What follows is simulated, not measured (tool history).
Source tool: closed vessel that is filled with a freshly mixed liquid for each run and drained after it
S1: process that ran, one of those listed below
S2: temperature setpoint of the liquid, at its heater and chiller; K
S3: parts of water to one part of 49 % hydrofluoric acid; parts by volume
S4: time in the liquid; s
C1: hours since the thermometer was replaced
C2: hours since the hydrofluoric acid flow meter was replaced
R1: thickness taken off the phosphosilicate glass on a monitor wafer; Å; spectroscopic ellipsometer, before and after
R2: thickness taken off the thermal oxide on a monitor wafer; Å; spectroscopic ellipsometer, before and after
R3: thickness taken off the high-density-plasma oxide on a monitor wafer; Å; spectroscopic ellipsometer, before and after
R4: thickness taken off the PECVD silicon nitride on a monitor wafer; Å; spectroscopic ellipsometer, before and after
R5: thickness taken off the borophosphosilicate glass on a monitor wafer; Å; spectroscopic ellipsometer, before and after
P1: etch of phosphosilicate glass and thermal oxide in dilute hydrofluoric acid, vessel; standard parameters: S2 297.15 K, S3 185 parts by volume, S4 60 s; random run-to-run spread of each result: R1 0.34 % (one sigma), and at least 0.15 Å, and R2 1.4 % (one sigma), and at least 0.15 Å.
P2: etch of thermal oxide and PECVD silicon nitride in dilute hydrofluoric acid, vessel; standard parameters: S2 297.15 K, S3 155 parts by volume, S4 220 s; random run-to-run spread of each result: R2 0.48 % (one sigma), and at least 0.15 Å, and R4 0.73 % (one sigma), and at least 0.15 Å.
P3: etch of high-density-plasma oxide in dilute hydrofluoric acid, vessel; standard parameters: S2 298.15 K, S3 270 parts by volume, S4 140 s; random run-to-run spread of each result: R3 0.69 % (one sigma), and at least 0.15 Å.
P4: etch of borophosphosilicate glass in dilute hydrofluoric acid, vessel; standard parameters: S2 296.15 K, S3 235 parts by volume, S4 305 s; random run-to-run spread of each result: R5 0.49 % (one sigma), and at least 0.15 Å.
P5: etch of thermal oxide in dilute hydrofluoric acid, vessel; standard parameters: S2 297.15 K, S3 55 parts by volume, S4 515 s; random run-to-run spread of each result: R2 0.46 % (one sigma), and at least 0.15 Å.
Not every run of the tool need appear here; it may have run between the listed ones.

run   hour  S1      S2   S3   S4      C1      C2      R1      R2      R3      R4      R5
  1   14.3  P1  297.15  185   60  1157.8  1363.8  215.76    14.4
  2   25.8  P1  297.15  185  105  1169.3  1375.3  379.72  25.132
  3   37.1  P3  298.15  270  140  1180.6  1386.6                  39.061
  4   52.4  P1  297.15  185   60  1195.9  1401.9   217.3  14.242
  5   61.2  P5  297.15   30  515  1204.7  1410.7          871.61
  6     71  P3  298.15  270  205  1214.5  1420.5                  56.992
  7   85.8  P1  297.15  185   60  1229.3  1435.3  217.47  14.752
  8   97.9  P1  297.15  185   30  1241.4  1447.4  107.83  7.3497
  9  115.2  P2  297.15  255  220  1258.7  1464.7           35.95          18.885
 10    126  P4  296.15  235  305  1269.5  1475.5                                  492.91
 11  138.3  P5  305.65   55  515  1281.8  1487.8          636.93
 12  153.2  P2  305.15  155  220  1296.7  1502.7          87.068          51.265
 13  170.9  P2  297.15  155  220  1314.4  1520.4          65.381          31.028
 14  181.4  P1  302.65  185   90  1324.9  1530.9  396.22  26.745
 15  189.7  P1  297.15  315   60  1333.2  1539.2  111.79  7.2781
 16  205.7  P5  297.15   55  515  1349.2  1555.2          460.78
 17  214.8  P1  290.15  185   60  1358.3  1564.3  164.93  11.251
 18  229.1  P5  297.15   55   35  1372.6  1578.6          31.163
 19  245.3  P1  297.15  185   60  1388.8  1594.8  215.71  14.683
 20  263.3  P4  296.15  235  305  1406.8  1612.8                                  492.34
 21  272.6  P3  298.15   90  140  1416.1  1622.1                  143.77
 22  283.6  P4  296.15  235  615  1427.1  1633.1                                  996.21
 23    292  P1  297.15   80   60  1435.5  1641.5  569.32  39.005
 24  304.6  P4  296.15   95  305  1448.1  1654.1                                  1401.9
 25  316.2  P2  297.15  155   30  1459.7  1665.7          8.8544          4.3121
 26  325.3  P1  302.65  185   60  1468.8  1674.8  264.85  18.313
 27  343.3  P3  291.15  270  140  1486.8  1692.8                  30.817
 28  361.8  P1  297.15  185   60  1505.3  1711.3  215.09  14.783
 29  373.9  P4  301.15  235  305  1517.4  1723.4                                  586.16
 30  389.2  P1  297.15  185   60  1532.7  1738.7  218.22  14.391
 31  407.8  P1  297.15  185   60  1551.3  1757.3   211.7  14.841
 32  417.2  P1  297.15  185   60  1560.7  1766.7  209.08  14.067
 33    435  P1  297.15  185   60  1578.5  1784.5  206.94  13.931
 34  445.9  P1  297.15  185   60  1589.4  1795.4  207.68  13.979
 35  463.8  P1  297.15  185   60  1607.3  1813.3  206.26  14.091
 36  480.7  P1  297.15  185   60  1624.2  1830.2  204.06  13.996
 37  494.5  P1  297.15  185   60    1638    1844  204.12  13.771
 38  512.6  P1  297.15  185   60  1656.1  1862.1  204.83  13.757
 39  530.7  P1  297.15  185   60  1674.2  1880.2  204.84  14.025

Compared with where it was, what P1 gives has crept away. Each cause listed below fits the log as well as the rest, at the size given for it:
A: hydrofluoric acid flow below the setpoint (%) = 4.75
B: liquid colder than its thermometer reads (K) = 1.57
The process output started creeping at around hour 389.2.

The list below offers 4 check runs, each averaging the results of 2 wafers, and shows each result as a question mark. For which of them would the listed causes give clearly different results?
check 1  548.8  P4  300.15  235  545                           ?
check 2  548.8  P2  300.65  155  220               ?       ?
check 3  548.8  P5  304.65   55  515               ?
check 4  548.8  P3  298.15  170  140                   ?

How each check would come out, cause by cause:
  check  result    if A    if B
check 1      R5  954.35  960.34
check 2      R2  70.436  70.434
check 2      R4  36.987   35.19
check 3      R2  584.57  579.91
check 4      R3  65.348  65.298
How far apart the two closest causes lie, in the result that separates them most: check 1 0.63 %; check 2 4.98 %; check 3 0.8 %; check 4 0.08 %
The causes can be told apart only by check 2. The other checks would give nearly the same results under each of them.

The results of check 2 are: R2 69.976 Å; R4 37.069 Å. Based on these, which of the listed causes is it?

It was cause A: hydrofluoric acid flow below the setpoint (%).
